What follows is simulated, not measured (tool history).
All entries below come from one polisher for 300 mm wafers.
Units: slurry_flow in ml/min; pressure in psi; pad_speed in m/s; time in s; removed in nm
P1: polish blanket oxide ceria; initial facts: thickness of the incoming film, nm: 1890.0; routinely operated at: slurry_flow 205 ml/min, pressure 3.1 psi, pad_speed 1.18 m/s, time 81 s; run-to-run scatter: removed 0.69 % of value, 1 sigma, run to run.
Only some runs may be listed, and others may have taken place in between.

run,day,slurry_flow,pressure,pad_speed,time,wafers polished on this pad,hours since the slurry nozzle was cleaned,hours since the head pressure was calibrated,removed
1,0.212,205,3.1,1.18,81,447,239.2,120.3,384.43
2,0.408,205,3.1,1.18,81,482,243.9,125,388.3
3,0.571,205,3.1,1.18,81,510,247.8,128.9,387.85
4,0.783,205,3.1,0.54,81,548,252.9,134,178.16
5,1.017,205,4.8,1.18,81,590,258.5,139.6,598.92
6,1.3,205,3.1,1.18,123,640,265.3,146.4,589.59
# day 1.308: slurry nozzle cleaned
7,1.483,205,2.1,1.18,81,673,4.3,150.8,263.7
8,1.733,130,4.1,1.18,81,717,10.3,156.8,482.64
9,1.962,290,3.1,1.18,81,758,15.8,162.3,401.85
10,2.117,205,3.1,1.18,81,785,19.5,166,386.55
11,2.388,205,3.1,1.18,41,833,26,172.5,198.86
12,2.533,205,3.1,1.88,81,859,29.5,176,616.33
13,2.817,125,3.1,1.18,81,909,36.3,182.8,356.56
14,3.096,310,2,1.18,81,959,43,189.5,261.62
15,3.233,205,3.1,1.18,81,983,46.3,192.8,389.14
16,3.388,205,3.1,1.18,81,1011,50,196.5,383.93
17,3.617,205,3.1,1.18,81,1051,55.5,202,379.21
18,3.75,205,3.1,1.18,81,1075,58.7,205.2,373.75
19,3.946,205,3.1,1.18,81,1110,63.4,209.9,370.16
20,4.158,205,3.1,1.18,81,1148,68.5,215,370.16
21,4.346,205,3.1,1.18,81,1181,73,219.5,363.59
# day 4.446: head pressure recalibrated
22,4.529,205,3.1,1.18,81,1214,77.4,2,367.38
23,4.654,205,3.1,1.18,81,1236,80.4,5,369.9
24,4.833,205,3.1,1.18,81,1268,84.7,9.3,364.36
25,5.004,205,3.1,1.18,81,1298,88.8,13.4,367.47
26,5.138,205,3.1,1.18,81,1322,92,16.6,360.52

The log shows P1 creeping away from where it was. Any of the 2 causes listed here, at the size stated for it, fits the log just as well as the others:
A: removal rate lost through wear of the pad, % = 6.3
B: slurry flow missing at the pad, % = 33.9
The process output started creeping at around day 3.233.
Excluded causes, each with its reason:
head's pressure below its setpoint, %: work on it at day 4.446, done after the drift set in, did not restore what the process gave before

Of the 4 check runs below, each run on 3 wafers with the results averaged and each result still a question mark, which one would tell the listed causes apart?
check 1,5.271,205,4.8,1.72,81,,,,?
check 2,5.271,205,3.1,0.86,109,,,,?
check 3,5.271,135,3.1,0.56,81,,,,?
check 4,5.271,205,3.1,0.54,49,,,,?

Predicted outcomes, by check and by cause:
check,result,if A,if B
check 1,removed,821.25,821.2
check 2,removed,356.87,356.85
check 3,removed,161.68,156.88
check 4,removed,100.73,100.73
Minimum pairwise separation of causes per check, each pair taken at its best-separating result: check 1 0.01 %; check 2 0.01 %; check 3 3.02 %; check 4 0.01 %
The causes can be told apart only by check 3. The other checks would give nearly the same results under each of them.

Check 3 has now been run. It gave: removed 157.67 nm. Which of the candidate causes is it?

The cause is B: slurry flow missing at the pad, %.
